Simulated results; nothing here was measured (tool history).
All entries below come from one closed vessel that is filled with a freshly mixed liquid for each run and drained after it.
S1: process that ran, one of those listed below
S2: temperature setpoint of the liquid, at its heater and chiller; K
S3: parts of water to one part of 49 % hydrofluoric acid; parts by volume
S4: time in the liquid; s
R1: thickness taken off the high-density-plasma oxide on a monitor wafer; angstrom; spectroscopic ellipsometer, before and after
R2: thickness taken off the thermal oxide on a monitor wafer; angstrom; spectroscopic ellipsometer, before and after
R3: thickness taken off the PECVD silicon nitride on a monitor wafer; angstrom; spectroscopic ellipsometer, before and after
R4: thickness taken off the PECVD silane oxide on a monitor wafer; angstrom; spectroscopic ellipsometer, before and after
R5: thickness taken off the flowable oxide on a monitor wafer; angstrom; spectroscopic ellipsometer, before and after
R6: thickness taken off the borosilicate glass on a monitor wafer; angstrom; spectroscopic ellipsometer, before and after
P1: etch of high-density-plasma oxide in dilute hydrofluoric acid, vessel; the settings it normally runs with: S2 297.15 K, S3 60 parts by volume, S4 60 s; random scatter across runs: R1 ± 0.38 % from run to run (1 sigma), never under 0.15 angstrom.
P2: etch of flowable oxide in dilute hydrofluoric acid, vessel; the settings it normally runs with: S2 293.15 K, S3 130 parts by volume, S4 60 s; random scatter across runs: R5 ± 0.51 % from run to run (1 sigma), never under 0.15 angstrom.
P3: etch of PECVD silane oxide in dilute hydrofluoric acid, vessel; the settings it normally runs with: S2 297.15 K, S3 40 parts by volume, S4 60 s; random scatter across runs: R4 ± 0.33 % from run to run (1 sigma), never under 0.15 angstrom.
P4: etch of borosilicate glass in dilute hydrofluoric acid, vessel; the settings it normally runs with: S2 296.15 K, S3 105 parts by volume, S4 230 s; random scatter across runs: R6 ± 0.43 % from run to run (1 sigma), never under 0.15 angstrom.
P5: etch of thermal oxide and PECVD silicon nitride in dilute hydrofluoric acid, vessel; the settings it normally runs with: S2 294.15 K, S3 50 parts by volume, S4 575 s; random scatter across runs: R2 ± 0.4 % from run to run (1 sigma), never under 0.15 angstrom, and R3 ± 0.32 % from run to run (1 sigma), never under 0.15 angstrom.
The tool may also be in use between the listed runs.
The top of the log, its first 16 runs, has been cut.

| run | day | S1 | S2 | S3 | S4 | R1 | R2 | R3 | R4 | R5 | R6 |
|---|---|---|---|---|---|---|---|---|---|---|---|
| 17 | 7.208 | P3 | 297.15 | 40 | 30 |  |  |  | 120.85 |  |  |
| 18 | 7.467 | P1 | 297.15 | 60 | 60 | 55.599 |  |  |  |  |  |
| 19 | 7.888 | P4 | 296.15 | 145 | 230 |  |  |  |  |  | 415.53 |
| 20 | 8.4 | P3 | 297.15 | 60 | 60 |  |  |  | 157.33 |  |  |
| 21 | 8.667 | P2 | 293.15 | 65 | 60 |  |  |  |  | 298.02 |  |
| 22 | 9.212 | P2 | 293.15 | 130 | 60 |  |  |  |  | 138.75 |  |
| 23 | 9.746 | P5 | 294.15 | 50 | 575 |  | 513.5 | 526.47 |  |  |  |
| 24 | 10.079 | P3 | 290.15 | 40 | 60 |  |  |  | 181.12 |  |  |
| 25 | 10.421 | P4 | 296.15 | 105 | 230 |  |  |  |  |  | 599.24 |
| 26 | 10.867 | P1 | 302.65 | 60 | 60 | 69.581 |  |  |  |  |  |
| 27 | 11.158 | P1 | 297.15 | 20 | 60 | 176.54 |  |  |  |  |  |
| 28 | 11.542 | P5 | 294.15 | 50 | 575 |  | 513 | 527.23 |  |  |  |
| 29 | 11.817 | P2 | 293.15 | 130 | 30 |  |  |  |  | 69.89 |  |
| 30 | 12.233 | P1 | 290.15 | 60 | 60 | 41.175 |  |  |  |  |  |
| 31 | 12.529 | P5 | 290.15 | 50 | 575 |  | 429.84 | 397.94 |  |  |  |
| 32 | 13.046 | P1 | 297.15 | 60 | 60 | 55.41 |  |  |  |  |  |
| 33 | 13.329 | P1 | 297.15 | 60 | 60 | 57.766 |  |  |  |  |  |
| 34 | 13.796 | P1 | 297.15 | 60 | 60 | 59.288 |  |  |  |  |  |
| 35 | 14.258 | P1 | 297.15 | 60 | 60 | 60.179 |  |  |  |  |  |
| 36 | 14.5 | P1 | 297.15 | 60 | 60 | 60.179 |  |  |  |  |  |

Run 37 is up next; what results do you expect?
| 37 | 14.854 | P1 | 297.15 | 60 | 60 | ? |  |  |  |  |  |

{"run 37": {"R1": 60.175}}

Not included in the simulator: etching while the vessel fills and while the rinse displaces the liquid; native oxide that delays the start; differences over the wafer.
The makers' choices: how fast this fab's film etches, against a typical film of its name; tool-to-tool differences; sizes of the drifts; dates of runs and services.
